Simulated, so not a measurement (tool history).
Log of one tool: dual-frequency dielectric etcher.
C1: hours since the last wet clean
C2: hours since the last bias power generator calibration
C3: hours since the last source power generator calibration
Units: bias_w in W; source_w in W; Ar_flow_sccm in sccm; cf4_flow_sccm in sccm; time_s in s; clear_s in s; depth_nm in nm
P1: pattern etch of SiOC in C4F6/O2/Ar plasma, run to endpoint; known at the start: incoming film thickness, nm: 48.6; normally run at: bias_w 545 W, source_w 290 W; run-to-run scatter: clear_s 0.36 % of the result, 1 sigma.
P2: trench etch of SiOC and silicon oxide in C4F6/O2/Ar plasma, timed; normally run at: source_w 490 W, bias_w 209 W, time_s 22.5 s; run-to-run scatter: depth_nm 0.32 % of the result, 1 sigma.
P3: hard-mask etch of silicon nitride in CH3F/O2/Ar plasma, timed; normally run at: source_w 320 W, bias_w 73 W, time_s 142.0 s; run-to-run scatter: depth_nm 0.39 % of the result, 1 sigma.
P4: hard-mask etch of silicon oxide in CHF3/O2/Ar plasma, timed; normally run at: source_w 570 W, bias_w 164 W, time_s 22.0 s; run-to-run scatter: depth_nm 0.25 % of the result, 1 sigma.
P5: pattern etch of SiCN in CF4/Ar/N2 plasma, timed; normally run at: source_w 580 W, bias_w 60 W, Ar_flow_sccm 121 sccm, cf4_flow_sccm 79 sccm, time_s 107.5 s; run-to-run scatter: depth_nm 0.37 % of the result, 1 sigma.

Run 1, hour 10.6: process P1, bias_w 545 W, source_w 290 W; C1 60.7; C2 701.2; C3 1592.3. Result: clear_s 18.143 s.
Run 2, hour 23.1: process P5, bias_w 60 W, source_w 580 W, Ar_flow_sccm 121 sccm, cf4_flow_sccm 79 sccm, time_s 107.5 s; C1 73.2; C2 713.7; C3 1604.8. Result: depth_nm 106.820 nm.
Run 3, hour 29.7: process P1, bias_w 701 W, source_w 290 W; C1 79.8; C2 720.3; C3 1611.4. Result: clear_s 16.358 s.
Run 4, hour 36.7: process P3, bias_w 73 W, source_w 320 W, time_s 210.0 s; C1 86.8; C2 727.3; C3 1618.4. Result: depth_nm 135.240 nm.
Run 5, hour 48.3: process P2, bias_w 209 W, source_w 490 W, time_s 16.5 s; C1 98.4; C2 738.9; C3 1630.0. Result: depth_nm 35.998 nm.
Run 6, hour 59.0: process P5, bias_w 60 W, source_w 580 W, Ar_flow_sccm 121 sccm, cf4_flow_sccm 79 sccm, time_s 107.5 s; C1 109.1; C2 749.6; C3 1640.7. Result: depth_nm 106.350 nm.
Run 7, hour 71.7: process P1, bias_w 545 W, source_w 290 W; C1 121.8; C2 762.3; C3 1653.4. Result: clear_s 18.016 s.
Run 8, hour 79.8: process P1, bias_w 545 W, source_w 290 W; C1 129.9; C2 770.4; C3 1661.5. Result: clear_s 18.145 s.
Run 9, hour 87.9: process P3, bias_w 73 W, source_w 320 W, time_s 142.0 s; C1 138.0; C2 778.5; C3 1669.6. Result: depth_nm 91.347 nm.
Run 10, hour 97.4: process P3, bias_w 73 W, source_w 210 W, time_s 142.0 s; C1 147.5; C2 788.0; C3 1679.1. Result: depth_nm 77.979 nm.
Run 11, hour 103.4: process P4, bias_w 164 W, source_w 570 W, time_s 32.5 s; C1 153.5; C2 794.0; C3 1685.1. Result: depth_nm 60.960 nm.
Run 12, hour 109.9: process P5, bias_w 60 W, source_w 580 W, Ar_flow_sccm 121 sccm, cf4_flow_sccm 79 sccm, time_s 68.0 s; C1 160.0; C2 800.5; C3 1691.6. Result: depth_nm 68.004 nm.
Run 13, hour 119.4: process P2, bias_w 209 W, source_w 320 W, time_s 22.5 s; C1 169.5; C2 810.0; C3 1701.1. Result: depth_nm 41.387 nm.
Run 14, hour 126.6: process P5, bias_w 60 W, source_w 580 W, Ar_flow_sccm 121 sccm, cf4_flow_sccm 56 sccm, time_s 107.5 s; C1 176.7; C2 817.2; C3 1708.3. Result: depth_nm 101.140 nm.
Run 15, hour 133.7: process P1, bias_w 391 W, source_w 290 W; C1 183.8; C2 824.3; C3 1715.4. Result: clear_s 20.529 s.
Run 16, hour 145.6: process P4, bias_w 164 W, source_w 570 W, time_s 22.0 s; C1 195.7; C2 836.2; C3 1727.3. Result: depth_nm 41.363 nm.
Run 17, hour 156.7: process P5, bias_w 60 W, source_w 580 W, Ar_flow_sccm 96 sccm, cf4_flow_sccm 79 sccm, time_s 107.5 s; C1 206.8; C2 847.3; C3 1738.4. Result: depth_nm 111.610 nm.
Run 18, hour 165.9: process P1, bias_w 545 W, source_w 290 W; C1 216.0; C2 856.5; C3 1747.6. Result: clear_s 18.023 s.
Run 19, hour 173.1: process P5, bias_w 60 W, source_w 440 W, Ar_flow_sccm 121 sccm, cf4_flow_sccm 79 sccm, time_s 107.5 s; C1 223.2; C2 863.7; C3 1754.8. Result: depth_nm 84.346 nm.
Run 20, hour 182.1: process P2, bias_w 209 W, source_w 490 W, time_s 22.5 s; C1 232.2; C2 872.7; C3 1763.8. Result: depth_nm 49.156 nm.
Run 21, hour 190.6: process P4, bias_w 164 W, source_w 760 W, time_s 22.0 s; C1 240.7; C2 881.2; C3 1772.3. Result: depth_nm 46.144 nm.
Run 22, hour 197.9: process P1, bias_w 738 W, source_w 200 W; C1 248.0; C2 888.5; C3 1779.6. Result: clear_s 18.396 s.
Run 23, hour 204.2: process P4, bias_w 97 W, source_w 570 W, time_s 22.0 s; C1 254.3; C2 894.8; C3 1785.9. Result: depth_nm 35.204 nm.
Run 24, hour 212.8: process P3, bias_w 55 W, source_w 320 W, time_s 142.0 s; C1 262.9; C2 903.4; C3 1794.5. Result: depth_nm 83.075 nm.
Run 25, hour 222.6: process P5, bias_w 36 W, source_w 580 W, Ar_flow_sccm 121 sccm, cf4_flow_sccm 79 sccm, time_s 107.5 s; C1 272.7; C2 913.2; C3 1804.3. Result: depth_nm 91.398 nm.
Run 26, hour 233.6: process P3, bias_w 73 W, source_w 320 W, time_s 142.0 s; C1 283.7; C2 924.2; C3 1815.3. Result: depth_nm 90.958 nm.
Run 27, hour 241.5: process P1, bias_w 545 W, source_w 360 W; C1 291.6; C2 932.1; C3 1823.2. Result: clear_s 16.731 s.
Run 28, hour 248.9: process P2, bias_w 209 W, source_w 490 W, time_s 22.5 s; C1 299.0; C2 939.5; C3 1830.6. Result: depth_nm 48.969 nm.
Run 29, hour 259.7: process P1, bias_w 545 W, source_w 240 W; C1 309.8; C2 950.3; C3 1841.4. Result: clear_s 19.435 s.
Run 30, hour 269.0: process P2, bias_w 141 W, source_w 490 W, time_s 22.5 s; C1 319.1; C2 959.6; C3 1850.7. Result: depth_nm 43.323 nm.
Run 31, hour 277.5: process P1, bias_w 545 W, source_w 290 W; C1 327.6; C2 968.1; C3 1859.2. Result: clear_s 18.098 s.
Run 32, hour 284.9: process P1, bias_w 545 W, source_w 290 W; C1 335.0; C2 975.5; C3 1866.6. Result: clear_s 18.061 s.
Run 33, hour 292.2: process P1, bias_w 545 W, source_w 290 W; C1 342.3; C2 982.8; C3 1873.9. Result: clear_s 18.235 s.
Run 34, hour 304.1: process P1, bias_w 545 W, source_w 290 W; C1 354.2; C2 994.7; C3 1885.8. Result: clear_s 18.332 s.
Run 35, hour 311.0: process P1, bias_w 545 W, source_w 290 W; C1 361.1; C2 1001.6; C3 1892.7. Result: clear_s 18.406 s.
Run 36, hour 321.9: process P1, bias_w 545 W, source_w 290 W; C1 372.0; C2 1012.5; C3 1903.6. Result: clear_s 18.416 s.

Run 37 comes next. What will it give?
At hour 323.3: wet clean of the chamber.
Run 37, hour 327.4: process P1, bias_w 545 W, source_w 290 W; C1 4.2; C2 1018.0; C3 1909.1. Result: clear_s ?.

Run 37 gave clear_s 18.494 s.
